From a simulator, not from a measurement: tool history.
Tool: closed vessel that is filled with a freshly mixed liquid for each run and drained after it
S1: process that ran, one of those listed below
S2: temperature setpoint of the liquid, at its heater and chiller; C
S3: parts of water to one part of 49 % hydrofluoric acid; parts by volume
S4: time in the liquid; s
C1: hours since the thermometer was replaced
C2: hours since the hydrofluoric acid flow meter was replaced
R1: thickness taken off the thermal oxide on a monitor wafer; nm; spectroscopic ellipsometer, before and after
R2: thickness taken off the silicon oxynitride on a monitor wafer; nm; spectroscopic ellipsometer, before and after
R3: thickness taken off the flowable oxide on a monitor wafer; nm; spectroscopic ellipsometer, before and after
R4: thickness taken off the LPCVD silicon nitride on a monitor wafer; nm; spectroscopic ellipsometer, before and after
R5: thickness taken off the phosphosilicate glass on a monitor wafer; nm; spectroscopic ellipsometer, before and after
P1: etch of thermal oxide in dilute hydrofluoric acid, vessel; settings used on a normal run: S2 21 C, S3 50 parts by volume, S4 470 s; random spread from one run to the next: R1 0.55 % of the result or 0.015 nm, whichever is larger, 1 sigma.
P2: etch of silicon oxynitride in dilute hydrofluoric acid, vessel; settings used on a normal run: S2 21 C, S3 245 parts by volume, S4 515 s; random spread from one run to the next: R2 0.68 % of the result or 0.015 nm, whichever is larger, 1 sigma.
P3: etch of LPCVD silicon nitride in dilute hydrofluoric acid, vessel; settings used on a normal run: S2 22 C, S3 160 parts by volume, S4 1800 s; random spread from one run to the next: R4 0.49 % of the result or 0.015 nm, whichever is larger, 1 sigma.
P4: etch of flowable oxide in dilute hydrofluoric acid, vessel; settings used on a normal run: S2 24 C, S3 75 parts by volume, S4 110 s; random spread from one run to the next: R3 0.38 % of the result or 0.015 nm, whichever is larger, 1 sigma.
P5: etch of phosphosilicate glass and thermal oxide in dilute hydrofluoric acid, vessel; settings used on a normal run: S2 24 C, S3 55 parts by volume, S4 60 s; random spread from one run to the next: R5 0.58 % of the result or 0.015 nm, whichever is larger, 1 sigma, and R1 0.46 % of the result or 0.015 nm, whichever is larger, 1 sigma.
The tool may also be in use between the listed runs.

run	hour	S1	S2	S3	S4	C1	C2	R1	R2	R3	R4	R5
1	14.6	P1	21	50	470	830	1403.6	43.587				
2	25.6	P1	21	50	230	841	1414.6	21.571				
3	39.1	P1	21	30	470	854.5	1428.1	74.656				
4	49.9	P2	21	155	515	865.3	1438.9		7.3836			
5	61.6	P1	17	50	470	877	1450.6	36.825				
6	75.3	P1	21	50	470	890.7	1464.3	43.931				
7	91.9	P4	17	75	110	907.3	1480.9			33.509		
8	103.9	P3	17	160	1800	919.3	1492.9				3.5375	
9	120.1	P5	24	90	60	935.5	1509.1	3.2018				76.502
10	129	P5	24	55	60	944.4	1518	5.4662				130.31
11	141.9	P3	22	290	1800	957.3	1530.9				2.7357	
12	154.3	P1	26	50	470	969.7	1543.3	53.956				
13	172.9	P1	21	50	470	988.3	1561.9	43.764				
14	181.6	P4	24	75	110	997	1570.6			44.377		
15	194.8	P4	24	75	110	1010.2	1583.8			44.576		
16	203.1	P2	29	245	515	1018.5	1592.1		6.101			
17	215.4	P2	21	245	515	1030.8	1604.4		4.3901			
18	226.9	P3	22	160	3165	1042.3	1615.9				8.7231	
19	244	P1	21	80	470	1059.4	1633	26.39				
20	258.3	P1	21	50	470	1073.7	1647.3	44.019				
21	266.5	P1	21	50	470	1081.9	1655.5	43.825				
22	275.6	P2	21	245	1005	1091	1664.6		8.5124			
23	284.2	P5	24	55	100	1099.6	1673.2	9.1702				218.19
24	296	P5	29.5	55	60	1111.4	1685	6.815				163.24
25	310.5	P5	24	55	60	1125.9	1699.5	5.4725				130.96
26	328.2	P4	24	140	110	1143.6	1717.2			21.967		
27	345.4	P4	24	75	30	1160.8	1734.4			12.173		
28	354.4	P1	21	75	195	1169.8	1743.4	11.859				
29	368.3	P3	22	160	1800	1183.7	1757.3				5.0038	
30	377.1	P1	21	50	740	1192.5	1766.1	69.071				
31	395.6	P1	21	50	470	1211	1784.6	43.68				
32	408.3	P1	21	50	470	1223.7	1797.3	45.081				
33	423.2	P1	21	50	470	1238.6	1812.2	46.018				
34	437.5	P1	21	50	470	1252.9	1826.5	46.877				
35	455.6	P1	21	50	470	1271	1844.6	47.35				
36	468	P1	21	50	470	1283.4	1857	47.685				
37	482.9	P1	21	50	470	1298.3	1871.9	47.937				
38	492.7	P1	21	50	470	1308.1	1881.7	47.719				
39	504.7	P1	21	50	470	1320.1	1893.7	47.879				
40	519.1	P1	21	50	470	1334.5	1908.1	47.823				

What P1 gives has crept off from where it sat before. The 2 causes that follow fit the log equally well, each at the size noted:
A: hydrofluoric acid flow above the setpoint (%) = 9.16
B: liquid hotter than its thermometer reads (K) = 2.23
Creep in the process output first set in at about hour 395.6.

Consider the 4 single-wafer check runs listed below, results given as question marks: which one distinguishes between the causes by giving clearly different results for each?
check 1	533.5	P3	22	160	1800						?	
check 2	533.5	P4	24	75	110					?		
check 3	533.5	P2	21	245	515				?			
check 4	533.5	P5	24	55	60			?				?

How each check would come out, cause by cause:
check	result	if A	if B
check 1	R4	5.4096	5.7346
check 2	R3	48.989	48.671
check 3	R2	4.831	4.8212
check 4	R1	6.0188	5.9992
check 4	R5	143.85	143.39
Per check, the gap between the least separated pair of causes, taken in the result that splits them most: check 1 5.84 %; check 2 0.65 %; check 3 0.2 %; check 4 0.32 %
The causes can be told apart only by check 1. The other checks would give nearly the same results under each of them.

Then check 1 was run and gave: R4 5.7181 nm. Which cause is it?

The cause is B: liquid hotter than its thermometer reads (K).
